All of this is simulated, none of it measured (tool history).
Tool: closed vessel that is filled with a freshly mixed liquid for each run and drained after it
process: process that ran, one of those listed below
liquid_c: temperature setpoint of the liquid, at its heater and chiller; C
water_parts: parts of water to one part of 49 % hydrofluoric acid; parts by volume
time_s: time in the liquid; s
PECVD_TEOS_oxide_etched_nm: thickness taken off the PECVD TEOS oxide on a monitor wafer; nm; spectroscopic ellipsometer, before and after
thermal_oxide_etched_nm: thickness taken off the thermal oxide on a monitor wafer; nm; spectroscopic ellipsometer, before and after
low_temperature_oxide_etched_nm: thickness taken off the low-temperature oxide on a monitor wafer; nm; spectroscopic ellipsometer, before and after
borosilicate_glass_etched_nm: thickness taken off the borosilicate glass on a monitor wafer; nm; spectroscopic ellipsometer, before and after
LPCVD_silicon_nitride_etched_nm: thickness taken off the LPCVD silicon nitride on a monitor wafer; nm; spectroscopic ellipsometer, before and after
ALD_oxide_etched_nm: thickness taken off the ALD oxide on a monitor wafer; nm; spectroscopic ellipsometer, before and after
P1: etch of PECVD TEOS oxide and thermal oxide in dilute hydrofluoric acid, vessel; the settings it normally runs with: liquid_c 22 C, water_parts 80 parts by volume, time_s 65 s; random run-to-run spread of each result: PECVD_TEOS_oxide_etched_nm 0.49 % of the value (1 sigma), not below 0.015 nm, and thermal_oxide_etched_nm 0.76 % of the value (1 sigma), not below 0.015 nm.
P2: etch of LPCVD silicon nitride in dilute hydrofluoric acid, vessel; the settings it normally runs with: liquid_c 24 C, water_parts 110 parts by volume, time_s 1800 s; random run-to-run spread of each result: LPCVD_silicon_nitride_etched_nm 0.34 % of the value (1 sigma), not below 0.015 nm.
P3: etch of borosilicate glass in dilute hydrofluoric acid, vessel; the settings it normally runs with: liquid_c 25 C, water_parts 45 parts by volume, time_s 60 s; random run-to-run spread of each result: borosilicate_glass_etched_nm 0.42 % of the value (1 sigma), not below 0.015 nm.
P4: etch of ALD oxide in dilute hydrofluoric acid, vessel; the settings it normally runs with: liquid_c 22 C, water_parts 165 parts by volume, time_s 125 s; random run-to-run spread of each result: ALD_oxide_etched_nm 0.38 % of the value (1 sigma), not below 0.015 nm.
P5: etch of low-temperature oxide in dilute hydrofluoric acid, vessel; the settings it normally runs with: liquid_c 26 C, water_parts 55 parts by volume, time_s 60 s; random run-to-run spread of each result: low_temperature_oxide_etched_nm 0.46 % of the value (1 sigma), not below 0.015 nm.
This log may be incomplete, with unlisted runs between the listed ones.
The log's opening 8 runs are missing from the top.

run,hour,process,liquid_c,water_parts,time_s,hours since the thermometer was replaced,hours since the hydrofluoric acid flow meter was replaced,PECVD_TEOS_oxide_etched_nm,thermal_oxide_etched_nm,low_temperature_oxide_etched_nm,borosilicate_glass_etched_nm,LPCVD_silicon_nitride_etched_nm,ALD_oxide_etched_nm
9,45.3,P1,22,135,65,1807.6,363.3,6.0952,1.887,,,,
10,49.5,P5,26,55,30,1811.8,367.5,,,12.107,,,
11,56.4,P3,25,75,60,1818.7,374.4,,,,47.531,,
12,60,P1,22,80,65,1822.3,378,10.866,3.4913,,,,
13,67.1,P3,25,45,60,1829.4,385.1,,,,82.598,,
14,74.4,P5,26,105,60,1836.7,392.4,,,11.857,,,
15,78.1,P3,32.5,45,60,1840.4,396.1,,,,111.82,,
16,82.7,P1,22,80,65,1845,400.7,11.028,3.4364,,,,
17,89.5,P5,26,55,60,1851.8,407.5,,,23.859,,,
18,95,P2,24,185,1800,1857.3,413,,,,,4.8493,
19,101.8,P1,22,80,65,1864.1,419.8,10.957,3.3969,,,,
20,107.3,P1,22,80,95,1869.6,425.3,15.978,4.9926,,,,
21,113,P3,25,45,30,1875.3,431,,,,41.488,,
22,118.2,P4,22,45,125,1880.5,436.2,,,,,,59.865
23,122.4,P4,22,165,225,1884.7,440.4,,,,,,25.599
24,129.9,P1,17,80,65,1892.2,447.9,8.9177,2.7566,,,,
25,133.8,P2,24,110,1800,1896.1,451.8,,,,,8.2026,
26,137.8,P2,24,110,1800,1900.1,455.8,,,,,8.1767,

What will run 27 give?
27,145.3,P4,17,165,125,1907.6,463.3,,,,,,?

{"run 27": {"ALD_oxide_etched_nm": 11.774}}

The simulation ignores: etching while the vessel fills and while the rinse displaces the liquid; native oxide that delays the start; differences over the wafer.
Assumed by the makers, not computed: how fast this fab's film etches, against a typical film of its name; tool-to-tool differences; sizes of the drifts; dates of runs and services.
